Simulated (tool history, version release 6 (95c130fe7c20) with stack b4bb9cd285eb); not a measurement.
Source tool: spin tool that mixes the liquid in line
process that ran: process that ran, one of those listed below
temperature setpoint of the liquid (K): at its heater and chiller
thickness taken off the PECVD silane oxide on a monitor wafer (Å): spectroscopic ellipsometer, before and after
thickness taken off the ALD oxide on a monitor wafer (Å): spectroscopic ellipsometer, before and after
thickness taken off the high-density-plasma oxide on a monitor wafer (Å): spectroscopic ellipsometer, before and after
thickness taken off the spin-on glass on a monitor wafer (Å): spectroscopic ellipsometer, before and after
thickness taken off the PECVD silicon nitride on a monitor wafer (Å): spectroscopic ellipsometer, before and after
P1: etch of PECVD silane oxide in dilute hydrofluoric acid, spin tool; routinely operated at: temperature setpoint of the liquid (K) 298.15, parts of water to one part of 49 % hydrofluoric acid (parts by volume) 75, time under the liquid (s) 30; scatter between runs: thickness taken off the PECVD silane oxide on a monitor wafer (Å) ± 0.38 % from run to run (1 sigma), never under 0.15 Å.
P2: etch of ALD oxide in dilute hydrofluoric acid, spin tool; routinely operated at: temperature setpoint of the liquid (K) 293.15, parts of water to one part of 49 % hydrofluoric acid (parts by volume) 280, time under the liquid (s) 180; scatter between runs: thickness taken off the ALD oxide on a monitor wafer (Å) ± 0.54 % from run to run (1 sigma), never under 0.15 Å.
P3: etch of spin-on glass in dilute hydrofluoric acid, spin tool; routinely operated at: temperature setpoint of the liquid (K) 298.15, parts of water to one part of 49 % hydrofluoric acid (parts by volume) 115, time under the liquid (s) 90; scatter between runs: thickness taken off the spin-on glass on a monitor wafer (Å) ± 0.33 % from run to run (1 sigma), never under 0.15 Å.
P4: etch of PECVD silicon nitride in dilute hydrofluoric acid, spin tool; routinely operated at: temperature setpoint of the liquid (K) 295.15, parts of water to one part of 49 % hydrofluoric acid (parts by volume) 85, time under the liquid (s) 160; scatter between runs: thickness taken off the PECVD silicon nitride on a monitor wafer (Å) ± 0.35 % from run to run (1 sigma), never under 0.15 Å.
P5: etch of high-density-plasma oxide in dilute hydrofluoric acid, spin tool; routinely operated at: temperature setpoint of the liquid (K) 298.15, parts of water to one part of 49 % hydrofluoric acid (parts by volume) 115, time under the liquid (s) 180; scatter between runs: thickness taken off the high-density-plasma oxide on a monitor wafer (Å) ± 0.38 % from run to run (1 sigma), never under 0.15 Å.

| run | hour | process that ran | temperature setpoint of the liquid (K) | parts of water to one part of 49 % hydrofluoric acid (parts by volume) | time under the liquid (s) | hours since the thermometer was replaced | hours since the hydrofluoric acid flow meter was replaced | thickness taken off the PECVD silane oxide on a monitor wafer (Å) | thickness taken off the ALD oxide on a monitor wafer (Å) | thickness taken off the high-density-plasma oxide on a monitor wafer (Å) | thickness taken off the spin-on glass on a monitor wafer (Å) | thickness taken off the PECVD silicon nitride on a monitor wafer (Å) |
|---|---|---|---|---|---|---|---|---|---|---|---|---|
| 1 | 13.4 | P1 | 298.15 | 75 | 30 | 1403.9 | 329.6 | 175.14 |  |  |  |  |
| 2 | 25.5 | P2 | 293.15 | 280 | 180 | 1416 | 341.7 |  | 121.35 |  |  |  |
| 3 | 33.2 | P1 | 298.15 | 135 | 30 | 1423.7 | 349.4 | 90.788 |  |  |  |  |
| 4 | 43.2 | P2 | 293.15 | 100 | 180 | 1433.7 | 359.4 |  | 404.82 |  |  |  |
| 5 | 59.2 | P1 | 298.15 | 75 | 15 | 1449.7 | 375.4 | 87.213 |  |  |  |  |
| 6 | 72.5 | P5 | 298.15 | 115 | 15 | 1463 | 388.7 |  |  | 6.6819 |  |  |
| 7 | 81.8 | P5 | 298.15 | 115 | 180 | 1472.3 | 398 |  |  | 79.932 |  |  |
| 8 | 90.2 | P3 | 298.15 | 115 | 90 | 1480.7 | 406.4 |  |  |  | 394.98 |  |
| 9 | 102.5 | P4 | 295.15 | 30 | 160 | 1493 | 418.7 |  |  |  |  | 256 |
| 10 | 112.1 | P1 | 298.15 | 75 | 30 | 1502.6 | 428.3 | 174.94 |  |  |  |  |
| 11 | 123.8 | P3 | 298.15 | 115 | 90 | 1514.3 | 440 |  |  |  | 393.55 |  |
| 12 | 135.1 | P1 | 298.15 | 75 | 30 | 1525.6 | 451.3 | 174.41 |  |  |  |  |
| 13 | 146.1 | P3 | 290.15 | 115 | 90 | 1536.6 | 462.3 |  |  |  | 287.3 |  |
| 14 | 156.5 | P2 | 290.15 | 280 | 180 | 1547 | 472.7 |  | 109.42 |  |  |  |
| 15 | 169.7 | P2 | 293.15 | 280 | 15 | 1560.2 | 485.9 |  | 10.217 |  |  |  |
| 16 | 178.7 | P1 | 306.15 | 75 | 30 | 1569.2 | 494.9 | 238.57 |  |  |  |  |
| 17 | 188.9 | P1 | 298.15 | 20 | 30 | 1579.4 | 505.1 | 708.79 |  |  |  |  |
| 18 | 196.7 | P1 | 298.15 | 20 | 55 | 1587.2 | 512.9 | 1298.4 |  |  |  |  |
| 19 | 203.6 | P1 | 298.15 | 75 | 30 | 1594.1 | 519.8 | 175.24 |  |  |  |  |
| 20 | 214.1 | P4 | 295.15 | 85 | 265 | 1604.6 | 530.3 |  |  |  |  | 154.91 |
| 21 | 228.8 | P1 | 293.15 | 75 | 30 | 1619.3 | 545 | 141.87 |  |  |  |  |
| 22 | 240.6 | P3 | 298.15 | 115 | 165 | 1631.1 | 556.8 |  |  |  | 723.92 |  |
| 23 | 252.5 | P4 | 290.15 | 85 | 160 | 1643 | 568.7 |  |  |  |  | 65.697 |
| 24 | 267.4 | P1 | 298.15 | 75 | 30 | 1657.9 | 583.6 | 175.32 |  |  |  |  |
| 25 | 281.6 | P1 | 298.15 | 75 | 60 | 1672.1 | 597.8 | 351.07 |  |  |  |  |
| 26 | 290 | P5 | 298.15 | 30 | 180 | 1680.5 | 606.2 |  |  | 342.95 |  |  |
|  | 302.5 | thermometer replaced |
| 27 | 304.1 | P5 | 290.15 | 115 | 180 | 1.7 | 620.3 |  |  | 57.666 |  |  |
| 28 | 317.5 | P2 | 293.15 | 280 | 180 | 15.1 | 633.7 |  | 120.21 |  |  |  |
| 29 | 329.2 | P3 | 298.15 | 200 | 90 | 26.8 | 645.4 |  |  |  | 206.58 |  |
| 30 | 336.3 | P4 | 295.15 | 85 | 160 | 33.9 | 652.5 |  |  |  |  | 93.012 |
| 31 | 349.7 | P1 | 298.15 | 75 | 30 | 47.3 | 665.9 | 175.01 |  |  |  |  |
| 32 | 358.1 | P1 | 298.15 | 75 | 30 | 55.7 | 674.3 | 171.93 |  |  |  |  |
| 33 | 370.7 | P1 | 298.15 | 75 | 30 | 68.3 | 686.9 | 170.16 |  |  |  |  |
| 34 | 383.3 | P1 | 298.15 | 75 | 30 | 80.9 | 699.5 | 167.52 |  |  |  |  |
| 35 | 396.5 | P1 | 298.15 | 75 | 30 | 94.1 | 712.7 | 165.93 |  |  |  |  |
| 36 | 409.1 | P1 | 298.15 | 75 | 30 | 106.7 | 725.3 | 165.59 |  |  |  |  |
| 37 | 416.3 | P1 | 298.15 | 75 | 30 | 113.9 | 732.5 | 165.31 |  |  |  |  |
| 38 | 428 | P1 | 298.15 | 75 | 30 | 125.6 | 744.2 | 164.5 |  |  |  |  |
| 39 | 437.2 | P1 | 298.15 | 75 | 30 | 134.8 | 753.4 | 165.84 |  |  |  |  |

P1 no longer gives what it gave before; its output has crept away from where it was. The following 2 causes, each at its listed size, fit the log equally well:
A: liquid colder than its thermometer reads (K) = 1.43
B: hydrofluoric acid flow below the setpoint (%) = 5.08
The gradual shift began around hour 349.7.

Of the 4 check runs listed below, each run on one wafer and each result written as a question mark, which would let you distinguish the listed causes because they would give clearly different results?
| check 1 | 446.4 | P3 | 291.15 | 115 | 165 |  |  |  |  |  | ? |  |
| check 2 | 446.4 | P5 | 290.65 | 115 | 15 |  |  |  |  | ? |  |  |
| check 3 | 446.4 | P2 | 290.15 | 280 | 45 |  |  |  | ? |  |  |  |
| check 4 | 446.4 | P4 | 295.15 | 45 | 160 |  |  |  |  |  |  | ? |

Check results expected under each cause:
| check | result | if A | if B |
|---|---|---|---|
| check 1 | thickness taken off the spin-on glass on a monitor wafer (Å) | 515.45 | 516.05 |
| check 2 | thickness taken off the high-density-plasma oxide on a monitor wafer (Å) | 4.6186 | 4.6256 |
| check 3 | thickness taken off the ALD oxide on a monitor wafer (Å) | 25.582 | 25.337 |
| check 4 | thickness taken off the PECVD silicon nitride on a monitor wafer (Å) | 157.02 | 164.71 |
Smallest distance between any two causes, each pair judged by its most separating result, in per cent: check 1 0.12 %; check 2 0.15 %; check 3 0.96 %; check 4 4.78 %
Only in check 4 would the causes give clearly different results; in the remaining checks their results would be nearly the same.

Running check 4 produced the following: thickness taken off the PECVD silicon nitride on a monitor wafer (Å) 165.42. Which one of the listed causes fits?

The cause is B: hydrofluoric acid flow below the setpoint (%).
